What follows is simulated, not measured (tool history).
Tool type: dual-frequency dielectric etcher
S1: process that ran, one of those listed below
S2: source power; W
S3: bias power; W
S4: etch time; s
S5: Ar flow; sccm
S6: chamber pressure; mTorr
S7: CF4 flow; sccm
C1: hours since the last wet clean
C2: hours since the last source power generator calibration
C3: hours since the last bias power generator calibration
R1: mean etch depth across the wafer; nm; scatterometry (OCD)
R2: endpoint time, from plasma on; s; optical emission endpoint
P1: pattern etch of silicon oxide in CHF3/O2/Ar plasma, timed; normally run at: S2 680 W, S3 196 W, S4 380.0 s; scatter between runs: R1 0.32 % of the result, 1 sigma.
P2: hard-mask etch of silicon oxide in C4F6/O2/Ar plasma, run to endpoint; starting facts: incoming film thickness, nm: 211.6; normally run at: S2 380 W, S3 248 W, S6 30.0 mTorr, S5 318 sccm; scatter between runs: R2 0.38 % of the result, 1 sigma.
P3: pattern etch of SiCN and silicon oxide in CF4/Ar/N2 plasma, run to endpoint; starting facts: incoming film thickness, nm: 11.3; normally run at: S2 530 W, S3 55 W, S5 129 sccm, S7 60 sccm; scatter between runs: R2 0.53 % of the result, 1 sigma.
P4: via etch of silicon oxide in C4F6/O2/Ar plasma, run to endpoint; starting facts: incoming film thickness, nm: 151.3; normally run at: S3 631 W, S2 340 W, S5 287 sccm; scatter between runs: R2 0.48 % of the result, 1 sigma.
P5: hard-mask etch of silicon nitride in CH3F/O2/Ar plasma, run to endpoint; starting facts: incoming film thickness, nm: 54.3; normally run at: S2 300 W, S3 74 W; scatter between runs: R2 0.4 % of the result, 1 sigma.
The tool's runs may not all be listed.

run,hour,S1,S2,S3,S4,S5,S6,S7,C1,C2,C3,R1,R2
1,14.5,P1,680,196,380.0,,,,173.5,338.7,1014.5,830.95,
2,26.2,P5,300,98,,,,,185.2,350.4,1026.2,,78.501
3,35.6,P4,340,631,,287,,,194.6,359.8,1035.6,,31.833
4,49.1,P1,680,196,380.0,,,,208.1,373.3,1049.1,830.18,
5,64.1,P5,370,74,,,,,223.1,388.3,1064.1,,80.010
6,79.2,P4,340,631,,287,,,238.2,403.4,1079.2,,32.135
7,87.7,P1,680,196,232.0,,,,246.7,411.9,1087.7,508.20,
8,99.1,P2,380,248,,213,30.0,,258.1,423.3,1099.1,,58.700
9,116.6,P1,680,196,380.0,,,,275.6,440.8,1116.6,831.90,
10,125.6,P5,300,74,,,,,284.6,449.8,1125.6,,86.647
11,139.3,P2,300,248,,318,30.0,,298.3,463.5,1139.3,,67.266
12,148.0,P2,380,248,,318,30.0,,307.0,472.2,1148.0,,61.172
13,165.1,P1,680,134,380.0,,,,324.1,489.3,1165.1,734.84,
14,180.8,P1,680,273,380.0,,,,339.8,505.0,1180.8,931.62,
15,192.2,P4,340,434,,287,,,351.2,516.4,1192.2,,36.732
16,210.2,P1,950,196,380.0,,,,369.2,534.4,1210.2,944.96,
17,219.6,P2,380,248,,318,30.0,,378.6,543.8,1219.6,,61.411
18,235.3,P1,680,196,380.0,,,,394.3,559.5,1235.3,826.27,
19,253.3,P1,800,196,474.5,,,,412.3,577.5,1253.3,1107.40,
20,261.2,P1,940,135,380.0,,,,420.2,585.4,1261.2,837.15,
21,276.4,P3,420,55,,129,,60,435.4,600.6,1276.4,,15.950
22,287.3,P3,530,55,,129,,84,446.3,611.5,1287.3,,12.190
23,297.8,P4,230,631,,287,,,456.8,622.0,1297.8,,36.999
24,311.6,P1,420,196,380.0,,,,470.6,635.8,1311.6,692.31,
25,321.3,P2,380,248,,318,40.5,,480.3,645.5,1321.3,,63.710
26,334.8,P3,530,38,,129,,60,493.8,659.0,1334.8,,14.770
27,346.9,P1,790,241,380.0,,,,505.9,671.1,1346.9,942.45,
28,358.9,P3,530,55,,129,,60,517.9,683.1,1358.9,,12.956
29,375.7,P2,380,153,,318,30.0,,534.7,699.9,1375.7,,71.560
30,387.3,P1,680,196,500.5,,,,546.3,711.5,1387.3,1098.60,
31,398.1,P4,340,631,,344,,,557.1,722.3,1398.1,,32.746
32,409.9,P3,530,55,,79,,60,568.9,734.1,1409.9,,11.814
33,422.9,P1,680,196,380.0,,,,581.9,747.1,1422.9,824.30,
34,439.6,P1,680,196,380.0,,,,598.6,763.8,1439.6,829.28,
35,456.6,P1,680,196,380.0,,,,615.6,780.8,1456.6,833.34,
36,472.0,P1,680,196,380.0,,,,631.0,796.2,1472.0,841.09,
37,480.4,P1,680,196,380.0,,,,639.4,804.6,1480.4,842.23,
38,495.3,P1,680,196,380.0,,,,654.3,819.5,1495.3,835.55,
# hour 507.2: wet clean of the chamber
39,508.0,P1,680,196,380.0,,,,0.9,832.2,1508.0,844.35,
40,519.4,P1,680,196,380.0,,,,12.3,843.6,1519.4,843.70,
41,534.9,P1,680,196,380.0,,,,27.8,859.1,1534.9,842.61,

P1 no longer gives what it gave before; its output has crept away from where it was. The following 2 causes, each at its listed size, fit the log equally well:
A: source power that arrives over what is set, % = 4.23
B: bias power that arrives over what is set, % = 4.76
The onset of the drift is placed at about hour 439.6.
Why every other cause is out:
chamber walls in a state that raises the etch rate, %: serviced at hour 507.2, which brought nothing back

Of the 4 check runs below, each run on 3 wafers with the results averaged and each result still a question mark, which one would tell the listed causes apart?
check 1,550.4,P5,350,93,,,,,,,,,?
check 2,550.4,P4,340,464,,287,,,,,,,?
check 3,550.4,P3,530,55,,79,,70,,,,,?
check 4,550.4,P2,380,154,,220,30.0,,,,,,?

How each check would come out, cause by cause:
check,result,if A,if B
check 1,R2,74.112,73.994
check 2,R2,35.367,35.292
check 3,R2,11.224,11.485
check 4,R2,67.488,67.620
Gap, in per cent, between the two causes that each check separates least, read from the result that separates them most: check 1 0.16 %; check 2 0.21 %; check 3 2.3 %; check 4 0.2 %
Only in check 3 would the causes give clearly different results; in the remaining checks their results would be nearly the same.

Check 3 was then run and gave: R2 11.183 s. Which cause is it?

Of the candidate causes, it is A: source power that arrives over what is set, %.
